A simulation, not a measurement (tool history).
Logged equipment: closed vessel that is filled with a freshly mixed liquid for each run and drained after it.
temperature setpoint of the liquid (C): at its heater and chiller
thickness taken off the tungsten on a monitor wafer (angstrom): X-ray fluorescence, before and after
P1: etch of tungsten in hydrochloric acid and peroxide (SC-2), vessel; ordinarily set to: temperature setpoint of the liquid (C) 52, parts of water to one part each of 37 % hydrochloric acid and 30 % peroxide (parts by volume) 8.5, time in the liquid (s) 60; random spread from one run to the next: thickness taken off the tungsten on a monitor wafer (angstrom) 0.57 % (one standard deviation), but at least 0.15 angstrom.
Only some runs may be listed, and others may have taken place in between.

run	hour	temperature setpoint of the liquid (C)	parts of water to one part each of 37 % hydrochloric acid and 30 % peroxide (parts by volume)	time in the liquid (s)	hours since the thermometer was replaced	hours since the chemicals flow meter was replaced	hours since the drum of peroxide was connected	thickness taken off the tungsten on a monitor wafer (angstrom)
1	9.5	52	8.5	60	973.1	151.6	966.4	205.42
2	18.8	52	8.5	115	982.4	160.9	975.7	393.68
3	31	52	8.5	30	994.6	173.1	987.9	103.49
4	39.5	66	8.5	60	1003.1	181.6	996.4	494.22
5	47.2	52	8.5	60	1010.8	189.3	1004.1	206.48
6	58.1	52	8.5	60	1021.7	200.2	1015	201.53
# hour 59.9: thermometer replaced
7	69.8	52	14.5	60	9.9	211.9	1026.7	131.81
8	79.2	52	8.5	60	19.3	221.3	1036.1	203.97
9	90.2	36.5	8.5	60	30.3	232.3	1047.1	69.757
10	98.4	52	8.5	60	38.5	240.5	1055.3	205.61
11	109.2	52	8.5	60	49.3	251.3	1066.1	204.56
# hour 115.2: chemicals flow meter replaced
12	115.8	64	8.5	115	55.9	0.7	1072.7	838.61
13	126.5	52	4	60	66.6	11.4	1083.4	358.41
14	134	60	4	60	74.1	18.9	1090.9	600.05
15	140.4	52	8.5	60	80.5	25.3	1097.3	203.21
16	149.5	52	8.5	60	89.6	34.4	1106.4	206.35
17	156	52	8.5	60	96.1	40.9	1112.9	207.73
18	165.4	52	8.5	60	105.5	50.3	1122.3	212.99

Run 19 is up next; what results do you expect?
19	177.8	52	8.5	60	117.9	62.7	1134.7	?

Logged for run 19: thickness taken off the tungsten on a monitor wafer (angstrom) 217.32.
